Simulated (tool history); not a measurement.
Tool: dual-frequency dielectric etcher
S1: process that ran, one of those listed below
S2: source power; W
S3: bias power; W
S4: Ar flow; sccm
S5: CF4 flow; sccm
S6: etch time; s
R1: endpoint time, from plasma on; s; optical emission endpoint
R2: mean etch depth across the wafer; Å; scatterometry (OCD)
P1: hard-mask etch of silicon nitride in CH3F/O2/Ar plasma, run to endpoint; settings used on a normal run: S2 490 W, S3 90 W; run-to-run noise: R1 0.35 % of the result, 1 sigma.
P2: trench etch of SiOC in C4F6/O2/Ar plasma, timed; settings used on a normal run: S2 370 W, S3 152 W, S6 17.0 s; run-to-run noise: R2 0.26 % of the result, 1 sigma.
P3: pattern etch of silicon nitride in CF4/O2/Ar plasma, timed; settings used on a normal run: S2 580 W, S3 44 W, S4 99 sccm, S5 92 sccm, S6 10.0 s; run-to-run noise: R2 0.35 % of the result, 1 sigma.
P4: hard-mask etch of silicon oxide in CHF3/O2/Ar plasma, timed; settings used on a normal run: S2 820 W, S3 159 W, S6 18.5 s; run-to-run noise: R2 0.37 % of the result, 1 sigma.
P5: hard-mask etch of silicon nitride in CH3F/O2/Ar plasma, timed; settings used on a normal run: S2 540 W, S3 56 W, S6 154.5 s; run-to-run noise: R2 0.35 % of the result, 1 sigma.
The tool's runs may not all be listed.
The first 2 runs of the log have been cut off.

{"run": 3, "hour": 21.1, "S1": "P1", "S2": 590, "S3": 116, "R1": 46.822}
{"run": 4, "hour": 27.7, "S1": "P2", "S2": 370, "S3": 95, "S6": 17.0, "R2": 282.12}
{"run": 5, "hour": 33.4, "S1": "P3", "S2": 770, "S3": 44, "S4": 99, "S5": 92, "S6": 10.0, "R2": 255.7}
{"run": 6, "hour": 42.0, "S1": "P5", "S2": 540, "S3": 56, "S6": 194.5, "R2": 1316.3}
{"run": 7, "hour": 47.5, "S1": "P5", "S2": 540, "S3": 56, "S6": 154.5, "R2": 1045.1}
{"run": 8, "hour": 55.6, "S1": "P3", "S2": 580, "S3": 44, "S4": 99, "S5": 92, "S6": 10.0, "R2": 200.62}
{"run": 9, "hour": 64.5, "S1": "P3", "S2": 580, "S3": 44, "S4": 99, "S5": 92, "S6": 7.5, "R2": 150.46}
{"run": 10, "hour": 73.6, "S1": "P2", "S2": 370, "S3": 152, "S6": 17.0, "R2": 323.14}
{"run": 11, "hour": 82.0, "S1": "P1", "S2": 490, "S3": 117, "R1": 50.27}
{"run": 12, "hour": 88.5, "S1": "P4", "S2": 820, "S3": 106, "S6": 18.5, "R2": 349.54}
{"run": 13, "hour": 98.1, "S1": "P2", "S2": 220, "S3": 152, "S6": 17.0, "R2": 262.97}
{"run": 14, "hour": 104.9, "S1": "P4", "S2": 1090, "S3": 159, "S6": 18.5, "R2": 441.14}
{"run": 15, "hour": 112.9, "S1": "P3", "S2": 580, "S3": 44, "S4": 136, "S5": 92, "S6": 10.0, "R2": 191.34}
{"run": 16, "hour": 117.8, "S1": "P1", "S2": 490, "S3": 90, "R1": 54.981}
{"run": 17, "hour": 125.6, "S1": "P3", "S2": 580, "S3": 30, "S4": 99, "S5": 92, "S6": 10.0, "R2": 175.77}
{"run": 18, "hour": 135.6, "S1": "P1", "S2": 620, "S3": 90, "R1": 50.19}
{"run": 19, "hour": 146.2, "S1": "P4", "S2": 820, "S3": 159, "S6": 11.0, "R2": 235.33}
{"run": 20, "hour": 157.0, "S1": "P5", "S2": 730, "S3": 56, "S6": 154.5, "R2": 1184.9}
{"run": 21, "hour": 163.3, "S1": "P1", "S2": 330, "S3": 90, "R1": 63.678}
{"run": 22, "hour": 172.8, "S1": "P3", "S2": 580, "S3": 44, "S4": 99, "S5": 73, "S6": 10.0, "R2": 194.72}
{"run": 23, "hour": 183.4, "S1": "P4", "S2": 820, "S3": 159, "S6": 18.5, "R2": 397.31}
{"run": 24, "hour": 190.0, "S1": "P2", "S2": 370, "S3": 152, "S6": 17.0, "R2": 322.34}
{"run": 25, "hour": 196.9, "S1": "P4", "S2": 820, "S3": 159, "S6": 18.5, "R2": 393.94}
{"run": 26, "hour": 203.7, "S1": "P1", "S2": 490, "S3": 90, "R1": 54.983}
{"run": 27, "hour": 211.8, "S1": "P1", "S2": 490, "S3": 90, "R1": 54.785}

Run 28 is up next; what results do you expect?
{"run": 28, "hour": 220.6, "S1": "P5", "S2": 540, "S3": 77, "S6": 154.5, "R2": "?"}

For run 28 the tool returned R2 1160.80 Å.
